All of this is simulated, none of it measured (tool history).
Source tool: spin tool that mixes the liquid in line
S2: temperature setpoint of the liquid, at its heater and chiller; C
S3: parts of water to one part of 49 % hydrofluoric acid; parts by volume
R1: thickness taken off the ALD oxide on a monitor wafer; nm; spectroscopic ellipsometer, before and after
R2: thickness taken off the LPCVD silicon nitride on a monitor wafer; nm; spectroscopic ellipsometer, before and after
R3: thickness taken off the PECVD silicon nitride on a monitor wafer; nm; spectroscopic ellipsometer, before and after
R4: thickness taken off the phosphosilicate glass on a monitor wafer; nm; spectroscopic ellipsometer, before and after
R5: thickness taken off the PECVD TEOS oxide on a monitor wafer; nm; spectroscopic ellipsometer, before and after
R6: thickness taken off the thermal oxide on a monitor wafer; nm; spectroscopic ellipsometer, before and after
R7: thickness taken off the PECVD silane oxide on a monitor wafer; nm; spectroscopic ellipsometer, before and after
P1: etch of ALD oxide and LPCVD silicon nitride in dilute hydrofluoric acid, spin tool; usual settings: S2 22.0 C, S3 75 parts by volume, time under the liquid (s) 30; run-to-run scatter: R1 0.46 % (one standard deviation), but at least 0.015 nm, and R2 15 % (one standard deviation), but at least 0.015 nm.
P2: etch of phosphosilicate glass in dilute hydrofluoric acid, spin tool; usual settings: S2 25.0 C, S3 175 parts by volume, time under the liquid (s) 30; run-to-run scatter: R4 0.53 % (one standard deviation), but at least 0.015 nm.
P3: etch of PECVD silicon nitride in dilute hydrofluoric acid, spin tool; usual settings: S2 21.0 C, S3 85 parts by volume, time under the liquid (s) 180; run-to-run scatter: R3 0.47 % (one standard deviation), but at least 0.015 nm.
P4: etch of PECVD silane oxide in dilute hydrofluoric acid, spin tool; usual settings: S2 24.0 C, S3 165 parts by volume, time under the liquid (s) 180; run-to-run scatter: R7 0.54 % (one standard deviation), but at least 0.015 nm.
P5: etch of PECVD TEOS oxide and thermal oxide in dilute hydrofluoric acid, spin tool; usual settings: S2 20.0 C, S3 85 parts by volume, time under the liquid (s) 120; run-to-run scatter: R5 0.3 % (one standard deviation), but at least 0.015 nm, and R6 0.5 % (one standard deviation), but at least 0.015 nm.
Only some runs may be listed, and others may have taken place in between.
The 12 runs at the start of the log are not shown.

run 13 hour=150.9 | process_that_ran=P1 S2=22.0 S3=135 time_under_the_liquid_(s)=30 | R1=6.3249 R2=0.11719
run 14 hour=161.9 | process_that_ran=P4 S2=24.0 S3=65 time_under_the_liquid_(s)=180 | R7=41.6960
run 15 hour=174.4 | process_that_ran=P1 S2=22.0 S3=75 time_under_the_liquid_(s)=30 | R1=12.2100 R2=0.19809
run 16 hour=188.6 | process_that_ran=P3 S2=17.0 S3=85 time_under_the_liquid_(s)=180 | R3=3.4545
run 17 hour=198.2 | process_that_ran=P1 S2=22.0 S3=75 time_under_the_liquid_(s)=30 | R1=12.2720 R2=0.15952
run 18 hour=213.8 | process_that_ran=P1 S2=22.0 S3=75 time_under_the_liquid_(s)=15 | R1=6.0572 R2=0.05624
run 19 hour=225.6 | process_that_ran=P1 S2=29.5 S3=75 time_under_the_liquid_(s)=30 | R1=16.6080 R2=0.32432
run 20 hour=233.6 | process_that_ran=P4 S2=31.5 S3=165 time_under_the_liquid_(s)=180 | R7=19.0890
run 21 hour=246.4 | process_that_ran=P1 S2=17.0 S3=75 time_under_the_liquid_(s)=30 | R1=9.9685 R2=0.11064
run 22 hour=256.0 | process_that_ran=P4 S2=24.0 S3=165 time_under_the_liquid_(s)=100 | R7=8.2055
run 23 hour=269.4 | process_that_ran=P5 S2=20.0 S3=85 time_under_the_liquid_(s)=50 | R5=9.5084 R6=2.6049
run 24 hour=282.4 | process_that_ran=P1 S2=22.0 S3=75 time_under_the_liquid_(s)=30 | R1=12.3680 R2=0.15278
run 25 hour=298.9 | process_that_ran=P4 S2=24.0 S3=165 time_under_the_liquid_(s)=180 | R7=14.8160

Expected results for the next run?
run 26 hour=306.7 | process_that_ran=P1 S2=22.0 S3=75 time_under_the_liquid_(s)=30 | R1=? R2=?

{"run 26": {"R1": 12.225, "R2": 0.15341}}
